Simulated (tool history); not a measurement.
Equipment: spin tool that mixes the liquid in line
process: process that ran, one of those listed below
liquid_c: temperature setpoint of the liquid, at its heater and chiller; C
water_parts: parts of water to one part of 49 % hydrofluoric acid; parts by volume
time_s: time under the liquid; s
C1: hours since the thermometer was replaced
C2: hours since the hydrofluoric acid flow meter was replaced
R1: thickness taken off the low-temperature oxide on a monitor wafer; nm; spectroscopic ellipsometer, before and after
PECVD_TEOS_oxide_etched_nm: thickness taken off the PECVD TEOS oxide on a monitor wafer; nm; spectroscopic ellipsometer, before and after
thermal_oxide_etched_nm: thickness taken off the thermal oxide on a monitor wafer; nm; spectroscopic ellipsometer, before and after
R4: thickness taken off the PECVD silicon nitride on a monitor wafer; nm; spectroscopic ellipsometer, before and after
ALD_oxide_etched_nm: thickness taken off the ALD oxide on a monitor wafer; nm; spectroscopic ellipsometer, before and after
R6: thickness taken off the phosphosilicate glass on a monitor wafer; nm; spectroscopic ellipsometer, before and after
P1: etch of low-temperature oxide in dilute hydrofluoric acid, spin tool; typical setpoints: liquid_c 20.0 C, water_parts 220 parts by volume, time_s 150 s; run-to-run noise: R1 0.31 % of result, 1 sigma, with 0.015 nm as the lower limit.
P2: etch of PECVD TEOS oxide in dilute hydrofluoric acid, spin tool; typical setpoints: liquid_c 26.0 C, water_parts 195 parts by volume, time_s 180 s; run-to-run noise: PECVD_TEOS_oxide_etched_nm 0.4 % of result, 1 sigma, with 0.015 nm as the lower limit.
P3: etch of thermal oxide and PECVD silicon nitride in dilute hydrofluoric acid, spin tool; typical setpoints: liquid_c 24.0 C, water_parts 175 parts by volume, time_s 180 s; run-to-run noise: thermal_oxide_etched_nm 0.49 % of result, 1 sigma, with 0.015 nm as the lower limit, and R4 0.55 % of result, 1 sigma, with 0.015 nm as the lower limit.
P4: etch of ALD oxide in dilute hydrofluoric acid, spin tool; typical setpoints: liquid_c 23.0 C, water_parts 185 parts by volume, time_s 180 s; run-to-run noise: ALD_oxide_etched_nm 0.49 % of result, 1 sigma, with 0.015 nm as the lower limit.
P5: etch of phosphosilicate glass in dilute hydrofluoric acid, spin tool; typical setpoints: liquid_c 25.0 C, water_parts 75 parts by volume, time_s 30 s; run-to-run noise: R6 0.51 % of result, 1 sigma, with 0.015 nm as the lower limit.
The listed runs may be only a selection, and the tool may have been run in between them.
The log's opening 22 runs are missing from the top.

run 23 hour=94.0 | process=P4 liquid_c=30.5 water_parts=185 time_s=180 | C1=1028.1 C2=61.7 | ALD_oxide_etched_nm=24.108
run 24 hour=99.0 | process=P3 liquid_c=24.0 water_parts=175 time_s=180 | C1=1033.1 C2=66.7 | thermal_oxide_etched_nm=4.3798 R4=4.0657
run 25 hour=103.4 | process=P3 liquid_c=18.5 water_parts=175 time_s=180 | C1=1037.5 C2=71.1 | thermal_oxide_etched_nm=3.5521 R4=2.8316
run 26 hour=107.9 | process=P5 liquid_c=25.0 water_parts=75 time_s=30 | C1=1042.0 C2=75.6 | R6=43.048
run 27 hour=113.5 | process=P1 liquid_c=17.0 water_parts=350 time_s=150 | C1=1047.6 C2=81.2 | R1=9.1713
run 28 hour=117.6 | process=P1 liquid_c=20.0 water_parts=220 time_s=150 | C1=1051.7 C2=85.3 | R1=18.3680
run 29 hour=121.4 | process=P1 liquid_c=20.0 water_parts=220 time_s=150 | C1=1055.5 C2=89.1 | R1=18.2140
run 30 hour=125.2 | process=P1 liquid_c=20.0 water_parts=220 time_s=150 | C1=1059.3 C2=92.9 | R1=18.2540
run 31 hour=128.1 | process=P2 liquid_c=26.0 water_parts=195 time_s=180 | C1=1062.2 C2=95.8 | PECVD_TEOS_oxide_etched_nm=12.1140
run 32 hour=133.7 | process=P1 liquid_c=20.0 water_parts=45 time_s=280 | C1=1067.8 C2=101.4 | R1=200.9900

What does the tool deliver on the next run?
run 33 hour=138.2 | process=P1 liquid_c=20.0 water_parts=220 time_s=150 | C1=1072.3 C2=105.9 | R1=?

{"run 33": {"R1": 18.31}}
